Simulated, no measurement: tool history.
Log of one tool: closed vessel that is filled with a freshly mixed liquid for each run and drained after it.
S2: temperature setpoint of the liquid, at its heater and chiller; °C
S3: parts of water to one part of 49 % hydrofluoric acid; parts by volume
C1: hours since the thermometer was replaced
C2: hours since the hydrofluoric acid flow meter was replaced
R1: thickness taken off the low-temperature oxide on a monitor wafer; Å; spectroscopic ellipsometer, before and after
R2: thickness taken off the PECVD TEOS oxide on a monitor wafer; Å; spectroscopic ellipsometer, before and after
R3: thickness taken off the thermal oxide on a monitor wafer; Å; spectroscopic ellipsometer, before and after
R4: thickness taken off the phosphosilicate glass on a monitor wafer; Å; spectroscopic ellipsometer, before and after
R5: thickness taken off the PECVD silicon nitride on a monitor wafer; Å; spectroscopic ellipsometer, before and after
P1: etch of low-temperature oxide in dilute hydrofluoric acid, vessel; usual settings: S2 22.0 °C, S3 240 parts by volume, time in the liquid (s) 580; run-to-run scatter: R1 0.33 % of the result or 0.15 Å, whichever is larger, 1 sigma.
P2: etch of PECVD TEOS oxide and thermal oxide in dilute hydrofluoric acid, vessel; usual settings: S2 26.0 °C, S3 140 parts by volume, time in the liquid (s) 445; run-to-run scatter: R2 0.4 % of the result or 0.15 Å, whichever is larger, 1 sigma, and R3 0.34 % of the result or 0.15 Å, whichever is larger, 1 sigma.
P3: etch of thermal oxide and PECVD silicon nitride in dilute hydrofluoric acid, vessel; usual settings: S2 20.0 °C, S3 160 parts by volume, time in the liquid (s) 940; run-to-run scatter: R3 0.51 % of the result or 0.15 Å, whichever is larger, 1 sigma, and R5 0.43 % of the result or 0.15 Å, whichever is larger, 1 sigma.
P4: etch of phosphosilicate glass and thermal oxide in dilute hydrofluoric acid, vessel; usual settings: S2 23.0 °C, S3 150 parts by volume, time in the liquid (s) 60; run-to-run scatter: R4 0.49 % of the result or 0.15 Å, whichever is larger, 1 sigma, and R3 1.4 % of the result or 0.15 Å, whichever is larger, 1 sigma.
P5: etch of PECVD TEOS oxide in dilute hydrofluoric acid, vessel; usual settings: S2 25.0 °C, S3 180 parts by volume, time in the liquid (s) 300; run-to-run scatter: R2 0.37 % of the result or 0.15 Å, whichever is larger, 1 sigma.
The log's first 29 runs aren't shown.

{"run": 30, "hour": 371.7, "process that ran": "P4", "S2": 23.0, "S3": 150, "time in the liquid (s)": 60, "C1": 80.3, "C2": 295.1, "R3": 18.163, "R4": 261.2}
{"run": 31, "hour": 380.3, "process that ran": "P1", "S2": 22.0, "S3": 240, "time in the liquid (s)": 580, "C1": 88.9, "C2": 303.7, "R1": 229.99}
{"run": 32, "hour": 397.1, "process that ran": "P1", "S2": 22.0, "S3": 240, "time in the liquid (s)": 580, "C1": 105.7, "C2": 320.5, "R1": 240.07}
{"run": 33, "hour": 408.8, "process that ran": "P1", "S2": 22.0, "S3": 240, "time in the liquid (s)": 580, "C1": 117.4, "C2": 332.2, "R1": 242.19}
{"run": 34, "hour": 416.9, "process that ran": "P1", "S2": 22.0, "S3": 240, "time in the liquid (s)": 580, "C1": 125.5, "C2": 340.3, "R1": 242.4}
{"run": 35, "hour": 431.0, "process that ran": "P1", "S2": 22.0, "S3": 240, "time in the liquid (s)": 580, "C1": 139.6, "C2": 354.4, "R1": 243.39}
{"run": 36, "hour": 443.4, "process that ran": "P1", "S2": 22.0, "S3": 240, "time in the liquid (s)": 580, "C1": 152.0, "C2": 366.8, "R1": 246.45}
{"run": 37, "hour": 457.8, "process that ran": "P1", "S2": 22.0, "S3": 240, "time in the liquid (s)": 580, "C1": 166.4, "C2": 381.2, "R1": 247.34}

Forecast run 38:
{"run": 38, "hour": 466.7, "process that ran": "P1", "S2": 22.0, "S3": 240, "time in the liquid (s)": 580, "C1": 175.3, "C2": 390.1, "R1": "?"}

{"run 38": {"R1": 247.77}}

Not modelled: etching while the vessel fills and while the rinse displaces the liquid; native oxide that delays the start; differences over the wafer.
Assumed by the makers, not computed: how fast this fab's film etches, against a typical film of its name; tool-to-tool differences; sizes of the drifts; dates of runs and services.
